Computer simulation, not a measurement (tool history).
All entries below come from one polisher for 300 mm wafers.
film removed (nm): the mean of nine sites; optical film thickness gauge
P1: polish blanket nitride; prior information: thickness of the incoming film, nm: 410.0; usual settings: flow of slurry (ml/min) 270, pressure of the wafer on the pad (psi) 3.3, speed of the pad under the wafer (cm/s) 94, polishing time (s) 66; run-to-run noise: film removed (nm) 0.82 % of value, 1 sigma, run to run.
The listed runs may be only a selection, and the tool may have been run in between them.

run  hour  flow of slurry (ml/min)  pressure of the wafer on the pad (psi)  speed of the pad under the wafer (cm/s)  polishing time (s)  film removed (nm)
  1     5                      270                                     3.3                                       94                  66             87.599
  2   7.9                      195                                     3.3                                       94                  32             41.767
  3  12.3                      160                                     3.3                                       94                  66             82.089
  4  15.2                      270                                     3.3                                       94                  44             58.088
  5  17.5                      270                                     3.3                                       56                  66              58.89
  6  22.4                      395                                     3.3                                       94                  91             124.67
  7  25.5                      270                                     5.3                                       94                  66             141.18
  8  28.6                      365                                     3.3                                       94                  66             90.338
  9  32.3                      270                                     3.3                                       94                  66             88.922
 10  34.6                      270                                     3.3                                       94                 103             139.99
 11  37.8                      270                                     3.3                                       94                  66             88.467
 12  41.3                      185                                     4.7                                       94                  66             119.75
 13  44.4                      270                                     3.3                                       94                  66             88.448
 14  46.7                      270                                     3.3                                      122                  66             107.17
 15  51.3                      270                                     3.3                                       94                  66             88.676
 16  55.5                      270                                     1.6                                       94                  66              42.76
 17  57.7                      270                                     3.3                                       94                  66             89.045
 18  60.9                      270                                     3.3                                       94                  66             86.496
 19  65.2                      270                                     3.3                                       94                  66             83.751
     67.1  -- head pressure recalibrated
 20  69.9                      270                                     3.3                                       94                  66             83.072
 21    73                      270                                     3.3                                       94                  66             83.649
 22  75.9                      270                                     3.3                                       94                  66             83.271
 23  78.7                      270                                     3.3                                       94                  66             83.538

The log shows P1 creeping away from where it was. Any of the 2 causes listed here, at the size stated for it, fits the log just as well as the others:
A: removal rate lost through wear of the pad, % = 5.44
B: slurry flow missing at the pad, % = 36.1
The process output started creeping at around hour 57.7.
Excluded causes, each with its reason:
head's pressure below its setpoint, %: its service at hour 67.1 followed the start of the drift and did not put the process back to its old value

Consider the 4 check runs below, whose results appear as question marks and each of which averages 3 wafers. Which one distinguishes the causes, in that each cause would give it a clearly different result?
check 1  81.5                      270                                     3.3                                       62                  95                  ?
check 2  81.5                      270                                     5.2                                       94                  66                  ?
check 3  81.5                      270                                     2.1                                       94                 101                  ?
check 4  81.5                      160                                     4.5                                       94                  66                  ?

If the cause were each of the candidates in turn, the checks would give the following:
  check             result    if A    if B
check 1  film removed (nm)  86.143  86.141
check 2  film removed (nm)  131.56  131.56
check 3  film removed (nm)  81.304  81.302
check 4  film removed (nm)  106.37  102.72
How far apart the two closest causes lie, in the result that separates them most: check 1 0 %; check 2 0 %; check 3 0 %; check 4 3.49 %
Only check 4 tells the causes apart: in the others they would give nearly the same result.

Check 4 has now been run. It gave: film removed (nm) 101.87. Which of the candidate causes is it?

The cause is B: slurry flow missing at the pad, %.
